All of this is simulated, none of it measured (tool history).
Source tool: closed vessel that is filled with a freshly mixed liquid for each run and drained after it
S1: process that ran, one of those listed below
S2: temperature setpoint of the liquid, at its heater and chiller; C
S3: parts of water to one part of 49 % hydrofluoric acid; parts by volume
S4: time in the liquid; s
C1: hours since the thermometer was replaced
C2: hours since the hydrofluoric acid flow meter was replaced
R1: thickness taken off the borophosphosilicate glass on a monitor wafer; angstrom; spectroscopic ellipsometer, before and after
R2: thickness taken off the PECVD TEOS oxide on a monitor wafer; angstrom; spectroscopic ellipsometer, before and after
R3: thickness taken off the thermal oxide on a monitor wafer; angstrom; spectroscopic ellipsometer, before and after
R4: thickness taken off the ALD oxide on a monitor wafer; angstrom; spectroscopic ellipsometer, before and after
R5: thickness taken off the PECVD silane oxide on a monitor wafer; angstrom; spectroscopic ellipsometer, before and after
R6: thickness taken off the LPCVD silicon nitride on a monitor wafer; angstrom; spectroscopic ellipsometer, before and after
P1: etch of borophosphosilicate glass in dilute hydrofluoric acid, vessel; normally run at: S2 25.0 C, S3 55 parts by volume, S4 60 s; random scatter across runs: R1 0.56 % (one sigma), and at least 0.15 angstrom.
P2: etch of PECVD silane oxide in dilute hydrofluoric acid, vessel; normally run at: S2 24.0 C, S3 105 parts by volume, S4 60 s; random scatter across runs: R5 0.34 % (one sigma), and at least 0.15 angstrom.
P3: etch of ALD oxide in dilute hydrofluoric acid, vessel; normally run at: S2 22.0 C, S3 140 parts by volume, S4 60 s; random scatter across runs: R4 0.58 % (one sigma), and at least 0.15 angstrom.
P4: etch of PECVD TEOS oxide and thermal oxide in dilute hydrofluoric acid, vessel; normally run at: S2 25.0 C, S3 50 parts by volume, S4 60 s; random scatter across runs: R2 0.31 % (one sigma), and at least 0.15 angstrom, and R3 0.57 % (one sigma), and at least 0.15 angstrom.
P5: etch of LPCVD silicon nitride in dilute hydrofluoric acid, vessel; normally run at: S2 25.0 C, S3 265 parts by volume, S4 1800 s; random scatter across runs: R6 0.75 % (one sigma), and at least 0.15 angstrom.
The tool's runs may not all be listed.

run 1 day=0.362 | S1=P1 S2=25.0 S3=55 S4=60 | C1=604.2 C2=405.6 | R1=451.42
run 2 day=0.746 | S1=P4 S2=25.0 S3=50 S4=60 | C1=613.4 C2=414.8 | R2=247.76 R3=61.923
run 3 day=1.229 | S1=P3 S2=22.0 S3=140 S4=60 | C1=625.0 C2=426.4 | R4=90.606
run 4 day=1.700 | S1=P4 S2=25.0 S3=90 S4=60 | C1=636.3 C2=437.7 | R2=129.98 R3=32.780
run 5 day=2.288 | S1=P1 S2=25.0 S3=55 S4=60 | C1=650.4 C2=451.8 | R1=451.20
run 6 day=2.667 | S1=P1 S2=25.0 S3=55 S4=60 | C1=659.5 C2=460.9 | R1=447.97
run 7 day=3.192 | S1=P3 S2=22.0 S3=230 S4=60 | C1=672.1 C2=473.5 | R4=50.582
run 8 day=3.471 | S1=P3 S2=22.0 S3=140 S4=105 | C1=678.8 C2=480.2 | R4=161.280
run 9 day=3.754 | S1=P2 S2=24.0 S3=35 S4=60 | C1=685.6 C2=487.0 | R5=560.06
run 10 day=4.204 | S1=P2 S2=24.0 S3=105 S4=60 | C1=696.4 C2=497.8 | R5=168.62
run 11 day=4.504 | S1=P4 S2=25.0 S3=50 S4=30 | C1=703.6 C2=505.0 | R2=124.48 R3=30.549
run 12 day=5.017 | S1=P2 S2=20.5 S3=105 S4=60 | C1=715.9 C2=517.3 | R5=146.91
run 13 day=5.554 | S1=P1 S2=25.0 S3=20 S4=110 | C1=728.8 C2=530.2 | R1=2402.00
run 14 day=6.133 | S1=P3 S2=22.0 S3=140 S4=60 | C1=742.7 C2=544.1 | R4=90.816
run 15 day=6.558 | S1=P1 S2=25.0 S3=55 S4=60 | C1=752.9 C2=554.3 | R1=451.26
run 16 day=6.908 | S1=P1 S2=29.0 S3=55 S4=60 | C1=761.3 C2=562.7 | R1=528.80
run 17 day=7.396 | S1=P1 S2=25.0 S3=55 S4=60 | C1=773.0 C2=574.4 | R1=455.05
run 18 day=7.846 | S1=P2 S2=24.0 S3=105 S4=60 | C1=783.8 C2=585.2 | R5=168.27
run 19 day=8.350 | S1=P1 S2=19.0 S3=55 S4=60 | C1=795.9 C2=597.3 | R1=350.32
run 20 day=8.883 | S1=P5 S2=33.0 S3=265 S4=1800 | C1=808.7 C2=610.1 | R6=57.023
run 21 day=9.442 | S1=P1 S2=25.0 S3=55 S4=95 | C1=822.1 C2=623.5 | R1=717.59
run 22 day=9.829 | S1=P1 S2=25.0 S3=20 S4=60 | C1=831.4 C2=632.8 | R1=1303.00
run 23 day=10.308 | S1=P5 S2=25.0 S3=405 S4=1800 | C1=842.9 C2=644.3 | R6=23.868
run 24 day=10.738 | S1=P5 S2=25.0 S3=265 S4=1800 | C1=853.2 C2=654.6 | R6=35.722
run 25 day=11.225 | S1=P5 S2=25.0 S3=265 S4=2715 | C1=864.9 C2=666.3 | R6=53.868
run 26 day=11.788 | S1=P1 S2=25.0 S3=55 S4=60 | C1=878.4 C2=679.8 | R1=451.45
run 27 day=12.129 | S1=P4 S2=19.0 S3=50 S4=60 | C1=886.6 C2=688.0 | R2=193.14 R3=48.585
run 28 day=12.650 | S1=P2 S2=24.0 S3=105 S4=90 | C1=899.1 C2=700.5 | R5=254.94
run 29 day=12.925 | S1=P1 S2=25.0 S3=90 S4=60 | C1=905.7 C2=707.1 | R1=265.90
run 30 day=13.488 | S1=P3 S2=18.5 S3=140 S4=60 | C1=919.2 C2=720.6 | R4=78.884
run 31 day=13.783 | S1=P1 S2=25.0 S3=55 S4=60 | C1=926.3 C2=727.7 | R1=453.64
run 32 day=14.358 | S1=P1 S2=28.5 S3=55 S4=30 | C1=940.1 C2=741.5 | R1=261.47
run 33 day=14.871 | S1=P1 S2=25.0 S3=55 S4=30 | C1=952.4 C2=753.8 | R1=226.52
run 34 day=15.417 | S1=P4 S2=25.0 S3=50 S4=60 | C1=965.5 C2=766.9 | R2=249.08 R3=62.542
run 35 day=15.700 | S1=P1 S2=25.0 S3=55 S4=60 | C1=972.3 C2=773.7 | R1=453.79
run 36 day=16.012 | S1=P1 S2=25.0 S3=55 S4=60 | C1=979.8 C2=781.2 | R1=462.75
run 37 day=16.367 | S1=P1 S2=25.0 S3=55 S4=60 | C1=988.3 C2=789.7 | R1=466.86
run 38 day=16.838 | S1=P1 S2=25.0 S3=55 S4=60 | C1=999.6 C2=801.0 | R1=468.23
run 39 day=17.212 | S1=P1 S2=25.0 S3=55 S4=60 | C1=1008.6 C2=810.0 | R1=468.63
run 40 day=17.621 | S1=P1 S2=25.0 S3=55 S4=60 | C1=1018.4 C2=819.8 | R1=471.98
run 41 day=18.150 | S1=P1 S2=25.0 S3=55 S4=60 | C1=1031.1 C2=832.5 | R1=475.18
run 42 day=18.567 | S1=P1 S2=25.0 S3=55 S4=60 | C1=1041.1 C2=842.5 | R1=477.17
run 43 day=18.846 | S1=P1 S2=25.0 S3=55 S4=60 | C1=1047.8 C2=849.2 | R1=479.98
run 44 day=19.404 | S1=P1 S2=25.0 S3=55 S4=60 | C1=1061.2 C2=862.6 | R1=484.73
run 45 day=19.821 | S1=P1 S2=25.0 S3=55 S4=60 | C1=1071.2 C2=872.6 | R1=477.99
run 46 day=20.167 | S1=P1 S2=25.0 S3=55 S4=60 | C1=1079.5 C2=880.9 | R1=480.07

The output of P1 has drifted from where it used to be. Each of the 2 causes below, taken at the size shown beside it, accounts for the log equally well:
A: liquid hotter than its thermometer reads (K) = 1.52
B: hydrofluoric acid flow above the setpoint (%) = 5.88
The drift started at roughly day 15.700.

Which of the 4 check runs listed below, each an average over 3 wafers with its results shown as question marks, gives clearly different results under the different listed causes?
run check 1 day=20.512 | S1=P5 S2=25.0 S3=265 S4=1800 | R6=?
run check 2 day=20.512 | S1=P2 S2=24.0 S3=105 S4=60 | R5=?
run check 3 day=20.512 | S1=P3 S2=22.0 S3=140 S4=60 | R4=?
run check 4 day=20.512 | S1=P4 S2=25.0 S3=50 S4=60 | R2=? R3=?

If the cause were each of the candidates in turn, the checks would give the following:
check=check_1 result=R6 if_A=39.207 if_B=37.846
check=check_2 result=R5 if_A=179.70 if_B=180.54
check=check_3 result=R4 if_A=96.662 if_B=97.292
check=check_4 result=R2 if_A=263.32 if_B=263.14
check=check_4 result=R3 if_A=65.979 if_B=65.933
Per check, the gap between the least separated pair of causes, taken in the result that splits them most: check 1 3.53 %; check 2 0.47 %; check 3 0.65 %; check 4 0.07 %
Of the check runs offered, only check 1 discriminates between the causes; the rest would read about the same regardless of which cause applies.

The results of check 1 are: R6 37.938 angstrom. Based on these, which of the listed causes is it?

The cause is B: hydrofluoric acid flow above the setpoint (%).
